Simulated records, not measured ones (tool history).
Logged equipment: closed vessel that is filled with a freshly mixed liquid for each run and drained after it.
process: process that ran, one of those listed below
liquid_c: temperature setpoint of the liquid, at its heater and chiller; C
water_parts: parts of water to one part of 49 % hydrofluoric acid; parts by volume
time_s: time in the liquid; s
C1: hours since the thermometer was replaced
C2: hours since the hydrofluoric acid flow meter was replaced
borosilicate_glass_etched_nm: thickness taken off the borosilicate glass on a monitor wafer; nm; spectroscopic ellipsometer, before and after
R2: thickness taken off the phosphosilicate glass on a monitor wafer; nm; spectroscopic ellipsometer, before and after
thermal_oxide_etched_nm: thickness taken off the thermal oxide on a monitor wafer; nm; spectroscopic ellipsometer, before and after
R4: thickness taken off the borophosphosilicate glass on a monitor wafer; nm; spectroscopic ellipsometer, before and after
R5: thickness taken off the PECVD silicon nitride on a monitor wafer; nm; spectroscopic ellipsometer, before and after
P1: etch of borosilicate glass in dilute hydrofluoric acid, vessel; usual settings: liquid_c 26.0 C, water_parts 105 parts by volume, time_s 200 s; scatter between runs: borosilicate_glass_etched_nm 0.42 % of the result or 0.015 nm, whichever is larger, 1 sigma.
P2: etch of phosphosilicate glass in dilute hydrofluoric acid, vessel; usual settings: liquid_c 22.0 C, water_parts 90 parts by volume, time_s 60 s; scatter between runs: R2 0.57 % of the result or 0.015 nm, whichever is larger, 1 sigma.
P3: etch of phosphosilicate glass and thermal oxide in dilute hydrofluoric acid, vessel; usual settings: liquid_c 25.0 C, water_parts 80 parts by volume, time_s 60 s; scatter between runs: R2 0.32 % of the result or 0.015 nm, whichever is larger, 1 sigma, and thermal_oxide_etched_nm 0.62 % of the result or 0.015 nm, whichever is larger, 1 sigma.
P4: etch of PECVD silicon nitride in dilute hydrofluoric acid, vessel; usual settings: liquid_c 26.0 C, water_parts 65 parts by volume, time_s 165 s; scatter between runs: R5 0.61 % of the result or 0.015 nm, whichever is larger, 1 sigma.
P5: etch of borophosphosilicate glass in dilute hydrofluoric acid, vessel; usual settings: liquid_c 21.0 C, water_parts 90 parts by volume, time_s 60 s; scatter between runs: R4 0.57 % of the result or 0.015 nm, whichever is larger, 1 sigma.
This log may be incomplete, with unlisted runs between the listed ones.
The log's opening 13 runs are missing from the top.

{"run": 14, "day": 3.938, "process": "P5", "liquid_c": 21.0, "water_parts": 90, "time_s": 60, "C1": 492.2, "C2": 837.5, "R4": 23.334}
{"run": 15, "day": 4.204, "process": "P2", "liquid_c": 25.5, "water_parts": 90, "time_s": 60, "C1": 498.6, "C2": 843.9, "R2": 61.689}
{"run": 16, "day": 4.396, "process": "P5", "liquid_c": 21.0, "water_parts": 90, "time_s": 30, "C1": 503.2, "C2": 848.5, "R4": 11.624}
{"run": 17, "day": 4.754, "process": "P4", "liquid_c": 26.0, "water_parts": 65, "time_s": 165, "C1": 511.8, "C2": 857.1, "R5": 4.7213}
{"run": 18, "day": 5.046, "process": "P2", "liquid_c": 22.0, "water_parts": 90, "time_s": 60, "C1": 518.8, "C2": 864.1, "R2": 53.418}
{"run": 19, "day": 5.267, "process": "P4", "liquid_c": 21.0, "water_parts": 65, "time_s": 165, "C1": 524.1, "C2": 869.4, "R5": 3.356}
{"run": 20, "day": 5.504, "process": "P4", "liquid_c": 26.0, "water_parts": 90, "time_s": 165, "C1": 529.8, "C2": 875.1, "R5": 3.3718}
{"run": 21, "day": 5.688, "process": "P1", "liquid_c": 26.0, "water_parts": 105, "time_s": 200, "C1": 534.2, "C2": 879.5, "borosilicate_glass_etched_nm": 45.867}

Run 22 has not been measured yet. What should we expect?
{"run": 22, "day": 5.967, "process": "P3", "liquid_c": 18.5, "water_parts": 80, "time_s": 60, "C1": 540.9, "C2": 886.2, "R2": "?", "thermal_oxide_etched_nm": "?"}

R2: 88.964 nm
thermal_oxide_etched_nm: 2.9065 nm
